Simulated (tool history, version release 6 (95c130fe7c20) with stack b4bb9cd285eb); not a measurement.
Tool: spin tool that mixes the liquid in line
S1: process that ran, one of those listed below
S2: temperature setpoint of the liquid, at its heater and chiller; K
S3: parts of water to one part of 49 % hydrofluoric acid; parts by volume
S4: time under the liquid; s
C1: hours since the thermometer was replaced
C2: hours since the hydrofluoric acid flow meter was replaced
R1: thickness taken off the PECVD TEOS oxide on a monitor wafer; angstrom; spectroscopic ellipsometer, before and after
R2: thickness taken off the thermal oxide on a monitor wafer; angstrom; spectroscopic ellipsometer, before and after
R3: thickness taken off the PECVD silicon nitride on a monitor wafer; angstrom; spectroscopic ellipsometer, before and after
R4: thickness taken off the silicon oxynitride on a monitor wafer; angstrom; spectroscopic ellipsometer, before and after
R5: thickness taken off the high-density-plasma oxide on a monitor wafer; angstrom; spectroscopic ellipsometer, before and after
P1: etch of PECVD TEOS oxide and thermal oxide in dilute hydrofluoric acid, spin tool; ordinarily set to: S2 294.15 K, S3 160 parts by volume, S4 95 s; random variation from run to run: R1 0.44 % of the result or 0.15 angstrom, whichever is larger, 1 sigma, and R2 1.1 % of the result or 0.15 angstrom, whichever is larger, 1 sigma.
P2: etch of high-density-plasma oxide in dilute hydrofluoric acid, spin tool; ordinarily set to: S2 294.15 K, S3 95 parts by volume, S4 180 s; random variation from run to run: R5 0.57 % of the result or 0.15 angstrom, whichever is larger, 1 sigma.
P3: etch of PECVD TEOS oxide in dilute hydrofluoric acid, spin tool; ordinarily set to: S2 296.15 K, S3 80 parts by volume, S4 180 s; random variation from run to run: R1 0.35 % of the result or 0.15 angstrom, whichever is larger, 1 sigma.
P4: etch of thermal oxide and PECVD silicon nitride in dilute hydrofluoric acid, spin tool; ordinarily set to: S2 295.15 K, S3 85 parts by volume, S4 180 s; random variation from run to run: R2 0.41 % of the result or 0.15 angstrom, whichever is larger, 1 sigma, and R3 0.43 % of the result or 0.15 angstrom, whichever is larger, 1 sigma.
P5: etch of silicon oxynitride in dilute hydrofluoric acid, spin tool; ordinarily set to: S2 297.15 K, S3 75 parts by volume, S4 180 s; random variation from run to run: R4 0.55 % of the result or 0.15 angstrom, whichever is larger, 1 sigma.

run   hour  S1      S2   S3   S4     C1     C2       R1        R2       R3      R4       R5
  1   14.5  P1  294.15  160   95  608.0  553.9  139.390   23.9710
  2   23.2  P4  295.15   85  280  616.7  562.6           137.6300   73.479
  3   30.2  P1  294.15  160   95  623.7  569.6  140.220   24.2310
      38.7  -- hydrofluoric acid flow meter replaced
  4   39.8  P5  297.15   75   45  633.3    1.1                              14.182
  5   50.2  P5  297.15   75  180  643.7   11.5                              56.556
  6   61.8  P1  294.15   80   95  655.3   23.1  305.470   53.8020
  7   76.2  P4  290.15   85  180  669.7   37.5            72.0940   33.584
  8   89.0  P4  295.15   35  180  682.5   50.3           229.9000  112.090
  9  101.1  P3  296.15   80  270  694.6   62.4  460.510
 10  113.5  P3  301.65   80  180  707.0   74.8  383.420
 11  124.0  P1  294.15  160  180  717.5   85.3  267.040   45.4420
 12  137.8  P5  297.15  135  180  731.3   99.1                              30.089
 13  149.2  P2  294.15  160  180  742.7  110.5                                       75.115
 14  162.8  P3  296.15   80  180  756.3  124.1  304.300
 15  172.8  P1  294.15  160   95  766.3  134.1  139.870   24.7560
 16  181.1  P1  294.15  270   95  774.6  142.4   74.467   13.3510
 17  188.5  P2  294.15   95  180  782.0  149.8                                      135.640
 18  203.0  P1  294.15  160   95  796.5  164.3  140.560   23.8760
 19  211.6  P4  295.15   85  180  805.1  172.9            88.7750   47.350
 20  225.0  P5  297.15   75  180  818.5  186.3                              55.875
 21  239.2  P2  294.15   95  180  832.7  200.5                                      135.570
 22  254.6  P2  294.15   95  350  848.1  215.9                                      261.940
 23  268.2  P5  302.65   75  180  861.7  229.5                              72.782
 24  277.8  P1  294.15  160   95  871.3  239.1  139.560   24.3040
 25  291.7  P2  290.15   95  180  885.2  253.0                                      115.790
 26  302.0  P1  294.15   45  155  895.5  263.3  936.720  160.9000
 27  309.1  P1  294.15  160   15  902.6  270.4   21.985    3.7872

Estimate the outcome of run 28 from the log above:
 28  320.0  P1  290.15  160  95  913.5  281.3   ?   ?

For run 28 the tool returned R1 119.520 angstrom, R2 20.9620 angstrom.
